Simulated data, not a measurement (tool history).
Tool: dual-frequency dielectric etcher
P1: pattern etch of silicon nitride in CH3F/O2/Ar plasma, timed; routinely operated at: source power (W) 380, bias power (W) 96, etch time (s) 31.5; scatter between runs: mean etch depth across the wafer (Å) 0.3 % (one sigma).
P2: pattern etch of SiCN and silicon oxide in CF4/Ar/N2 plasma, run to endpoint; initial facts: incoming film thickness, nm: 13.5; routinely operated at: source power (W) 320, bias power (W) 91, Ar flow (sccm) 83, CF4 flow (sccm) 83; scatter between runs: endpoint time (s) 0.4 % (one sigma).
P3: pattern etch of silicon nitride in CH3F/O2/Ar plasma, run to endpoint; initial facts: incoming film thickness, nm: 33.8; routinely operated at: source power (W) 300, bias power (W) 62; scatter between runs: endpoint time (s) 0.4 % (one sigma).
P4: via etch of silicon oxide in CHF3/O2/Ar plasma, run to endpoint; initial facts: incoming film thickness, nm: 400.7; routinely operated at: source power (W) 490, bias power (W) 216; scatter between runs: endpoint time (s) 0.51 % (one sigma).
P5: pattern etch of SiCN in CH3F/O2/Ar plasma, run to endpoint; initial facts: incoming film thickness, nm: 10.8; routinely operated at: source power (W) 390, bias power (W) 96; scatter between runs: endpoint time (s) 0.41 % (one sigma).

| run | hour | process that ran | source power (W) | bias power (W) | etch time (s) | Ar flow (sccm) | CF4 flow (sccm) | hours since the last wet clean | hours since the last source power generator calibration | hours since the last bias power generator calibration | mean etch depth across the wafer (Å) | endpoint time (s) |
|---|---|---|---|---|---|---|---|---|---|---|---|---|
| 1 | 15.2 | P1 | 380 | 96 | 31.5 |  |  | 64.8 | 1929 | 919.9 | 240.04 |  |
| 2 | 29.3 | P1 | 380 | 96 | 40 |  |  | 78.9 | 1943.1 | 934 | 305.1 |  |
| 3 | 41.2 | P1 | 240 | 133 | 31.5 |  |  | 90.8 | 1955 | 945.9 | 229.17 |  |
| 4 | 55.5 | P1 | 290 | 96 | 46.5 |  |  | 105.1 | 1969.3 | 960.2 | 320.4 |  |
| 5 | 69.1 | P1 | 380 | 96 | 31.5 |  |  | 118.7 | 1982.9 | 973.8 | 240.34 |  |
| 6 | 81 | P1 | 380 | 96 | 31.5 |  |  | 130.6 | 1994.8 | 985.7 | 239.73 |  |
| 7 | 93.9 | P1 | 380 | 96 | 21.5 |  |  | 143.5 | 2007.7 | 998.6 | 163.45 |  |
| 8 | 107.6 | P5 | 390 | 118 |  |  |  | 157.2 | 2021.4 | 1012.3 |  | 24.085 |
| 9 | 123.3 | P4 | 490 | 216 |  |  |  | 172.9 | 2037.1 | 1028 |  | 211.53 |
| 10 | 130.9 | P3 | 180 | 62 |  |  |  | 180.5 | 2044.7 | 1035.6 |  | 69.407 |
| 11 | 138 | P2 | 320 | 63 |  | 83 | 83 | 187.6 | 2051.8 | 1042.7 |  | 21.154 |
| 12 | 153.2 | P4 | 490 | 256 |  |  |  | 202.8 | 2067 | 1057.9 |  | 197.62 |
| 13 | 161.9 | P1 | 380 | 76 | 31.5 |  |  | 211.5 | 2075.7 | 1066.6 | 220.13 |  |
| 14 | 173.2 | P1 | 520 | 96 | 19.5 |  |  | 222.8 | 2087 | 1077.9 | 166.53 |  |
| 15 | 187 | P5 | 520 | 96 |  |  |  | 236.6 | 2100.8 | 1091.7 |  | 23.61 |
| 16 | 199.3 | P1 | 380 | 127 | 31.5 |  |  | 248.9 | 2113.1 | 1104 | 266.9 |  |
| 17 | 209 | P1 | 380 | 96 | 31.5 |  |  | 258.6 | 2122.8 | 1113.7 | 239.13 |  |
| 18 | 220.1 | P5 | 390 | 96 |  |  |  | 269.7 | 2133.9 | 1124.8 |  | 26.204 |
| 19 | 232.8 | P4 | 490 | 216 |  |  |  | 282.4 | 2146.6 | 1137.5 |  | 210.7 |
| 20 | 242.4 | P2 | 320 | 91 |  | 99 | 83 | 292 | 2156.2 | 1147.1 |  | 18.941 |
| 21 | 252 | P2 | 320 | 91 |  | 83 | 67 | 301.6 | 2165.8 | 1156.7 |  | 19.172 |
| 22 | 259.5 | P4 | 620 | 216 |  |  |  | 309.1 | 2173.3 | 1164.2 |  | 194.51 |
| 23 | 271.8 | P2 | 320 | 91 |  | 83 | 83 | 321.4 | 2185.6 | 1176.5 |  | 18.556 |
| 24 | 280 | P1 | 470 | 96 | 31.5 |  |  | 329.6 | 2193.8 | 1184.7 | 260.45 |  |
| 25 | 288 | P2 | 320 | 91 |  | 83 | 83 | 337.6 | 2201.8 | 1192.7 |  | 18.587 |
| 26 | 298.3 | P1 | 380 | 96 | 31.5 |  |  | 347.9 | 2212.1 | 1203 | 239.08 |  |
| 27 | 312.7 | P2 | 440 | 91 |  | 83 | 83 | 362.3 | 2226.5 | 1217.4 |  | 14.03 |
| 28 | 321.7 | P3 | 300 | 47 |  |  |  | 371.3 | 2235.5 | 1226.4 |  | 62.926 |
| 29 | 335.7 | P1 | 230 | 96 | 31.5 |  |  | 385.3 | 2249.5 | 1240.4 | 199.89 |  |
| 30 | 345.3 | P1 | 380 | 96 | 31.5 |  |  | 394.9 | 2259.1 | 1250 | 239.9 |  |
| 31 | 357.5 | P3 | 300 | 62 |  |  |  | 407.1 | 2271.3 | 1262.2 |  | 57.414 |
| 32 | 372.2 | P1 | 380 | 96 | 31.5 |  |  | 421.8 | 2286 | 1276.9 | 240.18 |  |
| 33 | 383.3 | P1 | 380 | 96 | 31.5 |  |  | 432.9 | 2297.1 | 1288 | 240.12 |  |
| 34 | 396.6 | P1 | 380 | 96 | 31.5 |  |  | 446.2 | 2310.4 | 1301.3 | 241.8 |  |
| 35 | 412.3 | P1 | 380 | 96 | 31.5 |  |  | 461.9 | 2326.1 | 1317 | 241.42 |  |
|  | 417.2 | wet clean of the chamber |
| 36 | 428.1 | P1 | 380 | 96 | 31.5 |  |  | 10.9 | 2341.9 | 1332.8 | 243.25 |  |
| 37 | 442.3 | P1 | 380 | 96 | 31.5 |  |  | 25.1 | 2356.1 | 1347 | 243.06 |  |
| 38 | 454.5 | P1 | 380 | 96 | 31.5 |  |  | 37.3 | 2368.3 | 1359.2 | 243.87 |  |
| 39 | 462.6 | P1 | 380 | 96 | 31.5 |  |  | 45.4 | 2376.4 | 1367.3 | 243.39 |  |

The log shows P1 creeping away from where it was. Any of the 2 causes listed here, at the size stated for it, fits the log just as well as the others:
A: bias power that arrives over what is set, % = 4.17
B: source power that arrives over what is set, % = 4.1
The creep began at about hour 383.3.
Why every other cause is out:
chamber walls in a state that raises the etch rate, %: maintenance at hour 417.2, after the shift began, did not return the process to its former output

Which of the check runs below tells the causes apart, meaning the causes would give it clearly different results? Each run uses 2 wafers whose results are averaged, and each result is shown as a question mark.
| check 1 | 470.7 | P4 | 490 | 216 |  |  |  |  |  |  |  | ? |
| check 2 | 470.7 | P5 | 390 | 96 |  |  |  |  |  |  |  | ? |
| check 3 | 470.7 | P2 | 320 | 91 |  | 83 | 83 |  |  |  |  | ? |
| check 4 | 470.7 | P3 | 300 | 62 |  |  |  |  |  |  |  | ? |

What each check would give under each cause:
| check | result | if A | if B |
|---|---|---|---|
| check 1 | endpoint time (s) | 207.98 | 207.84 |
| check 2 | endpoint time (s) | 25.661 | 25.674 |
| check 3 | endpoint time (s) | 18.365 | 17.98 |
| check 4 | endpoint time (s) | 56.839 | 56.76 |
Gap, in per cent, between the two causes that each check separates least, read from the result that separates them most: check 1 0.07 %; check 2 0.05 %; check 3 2.12 %; check 4 0.14 %
The other checks would show nearly matching results whichever cause is true, so check 3 is the only one that separates the causes.

After running check 3, the following was obtained: endpoint time (s) 18.44. Which cause does this point to?

The correct cause is A, namely: bias power that arrives over what is set, %.

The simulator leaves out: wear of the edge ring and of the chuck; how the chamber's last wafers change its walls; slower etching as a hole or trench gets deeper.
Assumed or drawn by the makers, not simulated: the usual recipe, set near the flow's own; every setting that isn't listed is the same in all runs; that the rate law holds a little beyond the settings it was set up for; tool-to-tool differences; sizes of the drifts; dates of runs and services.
